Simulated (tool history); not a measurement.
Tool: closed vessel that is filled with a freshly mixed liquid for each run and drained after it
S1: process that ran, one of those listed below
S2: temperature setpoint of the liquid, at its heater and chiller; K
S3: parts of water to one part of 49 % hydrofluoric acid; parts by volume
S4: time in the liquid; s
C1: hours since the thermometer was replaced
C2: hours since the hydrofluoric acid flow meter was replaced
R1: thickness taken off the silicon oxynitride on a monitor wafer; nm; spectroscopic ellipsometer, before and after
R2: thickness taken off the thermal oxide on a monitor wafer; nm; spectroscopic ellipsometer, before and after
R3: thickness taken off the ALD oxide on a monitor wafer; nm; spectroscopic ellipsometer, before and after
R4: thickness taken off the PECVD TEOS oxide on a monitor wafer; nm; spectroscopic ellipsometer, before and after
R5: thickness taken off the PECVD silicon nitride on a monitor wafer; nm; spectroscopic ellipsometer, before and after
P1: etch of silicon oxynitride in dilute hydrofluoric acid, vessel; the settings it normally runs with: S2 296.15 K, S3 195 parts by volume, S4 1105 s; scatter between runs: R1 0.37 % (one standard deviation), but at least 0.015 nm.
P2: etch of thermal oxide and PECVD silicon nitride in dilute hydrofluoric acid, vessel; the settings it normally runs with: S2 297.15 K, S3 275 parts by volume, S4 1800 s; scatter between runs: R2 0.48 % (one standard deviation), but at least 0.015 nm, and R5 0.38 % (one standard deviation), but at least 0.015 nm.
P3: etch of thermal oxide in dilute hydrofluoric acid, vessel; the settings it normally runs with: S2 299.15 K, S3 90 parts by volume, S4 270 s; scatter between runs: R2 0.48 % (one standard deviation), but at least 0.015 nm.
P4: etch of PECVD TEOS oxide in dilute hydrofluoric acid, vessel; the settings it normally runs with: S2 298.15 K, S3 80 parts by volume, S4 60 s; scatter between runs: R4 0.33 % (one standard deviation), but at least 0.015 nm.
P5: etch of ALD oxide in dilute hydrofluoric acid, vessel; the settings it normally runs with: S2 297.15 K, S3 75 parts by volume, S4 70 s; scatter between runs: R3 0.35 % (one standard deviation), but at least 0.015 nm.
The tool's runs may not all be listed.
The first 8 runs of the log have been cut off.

| run | hour | S1 | S2 | S3 | S4 | C1 | C2 | R1 | R2 | R3 | R4 | R5 |
|---|---|---|---|---|---|---|---|---|---|---|---|---|
| 9 | 77.6 | P3 | 299.15 | 90 | 445 | 1019.5 | 1072.5 |  | 25.5870 |  |  |  |
| 10 | 85.1 | P1 | 296.15 | 195 | 2110 | 1027.0 | 1080.0 | 35.7110 |  |  |  |  |
| 11 | 94.1 | P5 | 297.15 | 75 | 70 | 1036.0 | 1089.0 |  |  | 19.831 |  |  |
| 12 | 103.7 | P4 | 298.15 | 80 | 60 | 1045.6 | 1098.6 |  |  |  | 6.9915 |  |
| 13 | 111.0 | P1 | 300.15 | 195 | 1105 | 1052.9 | 1105.9 | 22.2000 |  |  |  |  |
| 14 | 119.9 | P4 | 298.15 | 40 | 60 | 1061.8 | 1114.8 |  |  |  | 14.8580 |  |
| 15 | 125.0 | P2 | 302.15 | 275 | 1800 | 1066.9 | 1119.9 |  | 28.3210 |  |  | 15.6830 |
| 16 | 129.7 | P1 | 296.15 | 50 | 1105 | 1071.6 | 1124.6 | 81.6620 |  |  |  |  |
| 17 | 138.8 | P1 | 296.15 | 195 | 1105 | 1080.7 | 1133.7 | 18.7140 |  |  |  |  |
|  | 146.8 | hydrofluoric acid flow meter replaced |
| 18 | 148.2 | P3 | 299.15 | 40 | 270 | 1090.1 | 1.5 |  | 37.8430 |  |  |  |
| 19 | 153.9 | P5 | 297.15 | 110 | 70 | 1095.8 | 7.2 |  |  | 12.984 |  |  |
| 20 | 164.0 | P4 | 303.15 | 80 | 60 | 1105.9 | 17.3 |  |  |  | 8.5642 |  |
| 21 | 169.4 | P5 | 290.65 | 75 | 70 | 1111.3 | 22.7 |  |  | 15.126 |  |  |
| 22 | 174.7 | P3 | 302.65 | 90 | 270 | 1116.6 | 28.0 |  | 17.9450 |  |  |  |
| 23 | 181.4 | P2 | 297.15 | 55 | 1800 | 1123.3 | 34.7 |  | 153.1100 |  |  | 57.0180 |
| 24 | 191.4 | P1 | 296.15 | 315 | 1105 | 1133.3 | 44.7 | 10.5730 |  |  |  |  |
| 25 | 199.2 | P2 | 297.15 | 275 | 285 | 1141.1 | 52.5 |  | 3.7574 |  |  | 1.8415 |
| 26 | 209.2 | P2 | 297.15 | 275 | 1800 | 1151.1 | 62.5 |  | 23.9770 |  |  | 11.6160 |

Estimate the outcome of run 27 from the log above:
| 27 | 214.6 | P1 | 296.15 | 195 | 1105 | 1156.5 | 67.9 | ? |  |  |  |  |

For run 27 the tool returned R1 18.6870 nm.

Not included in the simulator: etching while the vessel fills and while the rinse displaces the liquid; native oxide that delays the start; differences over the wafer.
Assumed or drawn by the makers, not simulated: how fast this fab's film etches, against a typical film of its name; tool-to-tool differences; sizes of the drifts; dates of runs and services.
